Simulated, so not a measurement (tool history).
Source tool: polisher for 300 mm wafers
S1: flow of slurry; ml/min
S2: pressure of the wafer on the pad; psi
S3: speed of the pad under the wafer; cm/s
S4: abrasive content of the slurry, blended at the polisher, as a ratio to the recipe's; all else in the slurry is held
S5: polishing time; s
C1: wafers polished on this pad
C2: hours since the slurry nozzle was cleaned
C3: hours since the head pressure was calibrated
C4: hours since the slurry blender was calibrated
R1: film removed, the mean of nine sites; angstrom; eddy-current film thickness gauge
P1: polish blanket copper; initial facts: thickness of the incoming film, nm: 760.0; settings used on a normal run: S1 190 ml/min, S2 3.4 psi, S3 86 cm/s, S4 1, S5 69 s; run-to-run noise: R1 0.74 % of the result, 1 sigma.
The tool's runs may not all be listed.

Run 1, hour 4.5: S1 190 ml/min, S2 3.4 psi, S3 86 cm/s, S4 1, S5 69 s; C1 203; C2 200.9; C3 564.5; C4 72.9. Result: R1 2436.2 angstrom.
Run 2, hour 9.9: S1 190 ml/min, S2 3.4 psi, S3 86 cm/s, S4 1, S5 69 s; C1 277; C2 206.3; C3 569.9; C4 78.3. Result: R1 2431.4 angstrom.
At hour 13.1: slurry blender recalibrated.
Run 3, hour 14.4: S1 235 ml/min, S2 3.4 psi, S3 86 cm/s, S4 1, S5 69 s; C1 338; C2 210.8; C3 574.4; C4 1.3. Result: R1 2500.3 angstrom.
Run 4, hour 18.8: S1 190 ml/min, S2 3.4 psi, S3 132 cm/s, S4 1, S5 69 s; C1 398; C2 215.2; C3 578.8; C4 5.7. Result: R1 3749.3 angstrom.
Run 5, hour 22.1: S1 190 ml/min, S2 3.4 psi, S3 42 cm/s, S4 1, S5 69 s; C1 444; C2 218.5; C3 582.1; C4 9. Result: R1 1187.7 angstrom.
Run 6, hour 26.1: S1 120 ml/min, S2 4.6 psi, S3 86 cm/s, S4 1, S5 69 s; C1 498; C2 222.5; C3 586.1; C4 13. Result: R1 3061.6 angstrom.
Run 7, hour 30.7: S1 190 ml/min, S2 3.4 psi, S3 86 cm/s, S4 1, S5 48 s; C1 561; C2 227.1; C3 590.7; C4 17.6. Result: R1 1683.4 angstrom.
Run 8, hour 33.7: S1 190 ml/min, S2 3.4 psi, S3 86 cm/s, S4 1, S5 91 s; C1 603; C2 230.1; C3 593.7; C4 20.6. Result: R1 3157.5 angstrom.
Run 9, hour 39.3: S1 190 ml/min, S2 3.4 psi, S3 86 cm/s, S4 1, S5 69 s; C1 679; C2 235.7; C3 599.3; C4 26.2. Result: R1 2430.2 angstrom.
Run 10, hour 41.9: S1 115 ml/min, S2 3.4 psi, S3 86 cm/s, S4 1, S5 69 s; C1 715; C2 238.3; C3 601.9; C4 28.8. Result: R1 2248.9 angstrom.
Run 11, hour 46.1: S1 190 ml/min, S2 5.3 psi, S3 124 cm/s, S4 1, S5 69 s; C1 772; C2 242.5; C3 606.1; C4 33. Result: R1 5455.5 angstrom.
Run 12, hour 50.9: S1 190 ml/min, S2 3.4 psi, S3 86 cm/s, S4 0.6, S5 69 s; C1 838; C2 247.3; C3 610.9; C4 37.8. Result: R1 2189.3 angstrom.
Run 13, hour 54.8: S1 190 ml/min, S2 1.5 psi, S3 86 cm/s, S4 1, S5 69 s; C1 892; C2 251.2; C3 614.8; C4 41.7. Result: R1 1090.5 angstrom.
Run 14, hour 58.3: S1 190 ml/min, S2 3.4 psi, S3 86 cm/s, S4 1, S5 69 s; C1 940; C2 254.7; C3 618.3; C4 45.2. Result: R1 2433 angstrom.
At hour 59.6: head pressure recalibrated.
Run 15, hour 63.3: S1 190 ml/min, S2 3.4 psi, S3 86 cm/s, S4 1, S5 69 s; C1 1008; C2 259.7; C3 3.8; C4 50.2. Result: R1 2436.7 angstrom.
Run 16, hour 68.5: S1 190 ml/min, S2 3.4 psi, S3 86 cm/s, S4 1.45, S5 69 s; C1 1079; C2 264.9; C3 9; C4 55.4. Result: R1 2592 angstrom.
Run 17, hour 72: S1 190 ml/min, S2 3.4 psi, S3 86 cm/s, S4 1, S5 69 s; C1 1127; C2 268.4; C3 12.5; C4 58.9. Result: R1 2458.9 angstrom.
Run 18, hour 75.3: S1 190 ml/min, S2 4.9 psi, S3 86 cm/s, S4 1, S5 69 s; C1 1172; C2 271.7; C3 15.8; C4 62.2. Result: R1 3516.2 angstrom.
Run 19, hour 79.1: S1 190 ml/min, S2 3.4 psi, S3 86 cm/s, S4 1, S5 69 s; C1 1225; C2 275.5; C3 19.6; C4 66. Result: R1 2424.1 angstrom.
Run 20, hour 82.3: S1 190 ml/min, S2 3.4 psi, S3 86 cm/s, S4 1, S5 69 s; C1 1268; C2 278.7; C3 22.8; C4 69.2. Result: R1 2389.2 angstrom.
Run 21, hour 87.9: S1 190 ml/min, S2 3.4 psi, S3 86 cm/s, S4 1, S5 69 s; C1 1345; C2 284.3; C3 28.4; C4 74.8. Result: R1 2312.4 angstrom.
Run 22, hour 92.9: S1 190 ml/min, S2 3.4 psi, S3 86 cm/s, S4 1, S5 69 s; C1 1414; C2 289.3; C3 33.4; C4 79.8. Result: R1 2327 angstrom.
Run 23, hour 96.5: S1 190 ml/min, S2 3.4 psi, S3 86 cm/s, S4 1, S5 69 s; C1 1463; C2 292.9; C3 37; C4 83.4. Result: R1 2275.9 angstrom.
Run 24, hour 99.9: S1 190 ml/min, S2 3.4 psi, S3 86 cm/s, S4 1, S5 69 s; C1 1509; C2 296.3; C3 40.4; C4 86.8. Result: R1 2289.7 angstrom.
At hour 101.7: head pressure recalibrated.
At hour 101.8: slurry blender recalibrated.
Run 25, hour 104.4: S1 190 ml/min, S2 3.4 psi, S3 86 cm/s, S4 1, S5 69 s; C1 1571; C2 300.8; C3 2.7; C4 2.6. Result: R1 2314.2 angstrom.
Run 26, hour 107.7: S1 190 ml/min, S2 3.4 psi, S3 86 cm/s, S4 1, S5 69 s; C1 1616; C2 304.1; C3 6; C4 5.9. Result: R1 2284.4 angstrom.
Run 27, hour 110.5: S1 190 ml/min, S2 3.4 psi, S3 86 cm/s, S4 1, S5 69 s; C1 1655; C2 306.9; C3 8.8; C4 8.7. Result: R1 2268.4 angstrom.

P1 no longer gives what it gave before; its output has crept away from where it was. The following 2 causes, each at its listed size, fit the log equally well:
A: slurry flow missing at the pad, % = 33.3
B: removal rate lost through wear of the pad, % = 6.62
The process output started creeping at around hour 79.1.
The rest of the possible causes, and what rules out each one:
head's pressure below its setpoint, %: maintenance at hour 101.7, after the shift began, did not return the process to its former output
abrasive missing from the slurry, %: maintenance at hour 101.8, after the shift began, did not return the process to its former output

Which of the 4 check runs listed below, each an average over 2 wafers with its results shown as question marks, gives clearly different results under the different listed causes?
Run check 1, hour 113.3: S1 190 ml/min, S2 3.4 psi, S3 86 cm/s, S4 1.25, S5 69 s. Result: R1 ?.
Run check 2, hour 113.3: S1 115 ml/min, S2 3.4 psi, S3 86 cm/s, S4 1, S5 69 s. Result: R1 ?.
Run check 3, hour 113.3: S1 190 ml/min, S2 2.4 psi, S3 86 cm/s, S4 1, S5 69 s. Result: R1 ?.
Run check 4, hour 113.3: S1 190 ml/min, S2 3.4 psi, S3 86 cm/s, S4 0.8, S5 69 s. Result: R1 ?.

Predicted outcomes, by check and by cause:
  check  result    if A    if B
check 1      R1  2387.5  2387.6
check 2      R1  2000.8  2080.8
check 3      R1  1605.6  1605.7
check 4      R1  2169.8  2169.9
Gap, in per cent, between the two causes that each check separates least, read from the result that separates them most: check 1 0 %; check 2 3.92 %; check 3 0 %; check 4 0 %
Check 2 is the one run that separates the causes; every other check would come out nearly the same whichever cause is at work.

The results of check 2 are: R1 2005.4 angstrom. Based on these, which of the listed causes is it?

It was cause A: slurry flow missing at the pad, %.

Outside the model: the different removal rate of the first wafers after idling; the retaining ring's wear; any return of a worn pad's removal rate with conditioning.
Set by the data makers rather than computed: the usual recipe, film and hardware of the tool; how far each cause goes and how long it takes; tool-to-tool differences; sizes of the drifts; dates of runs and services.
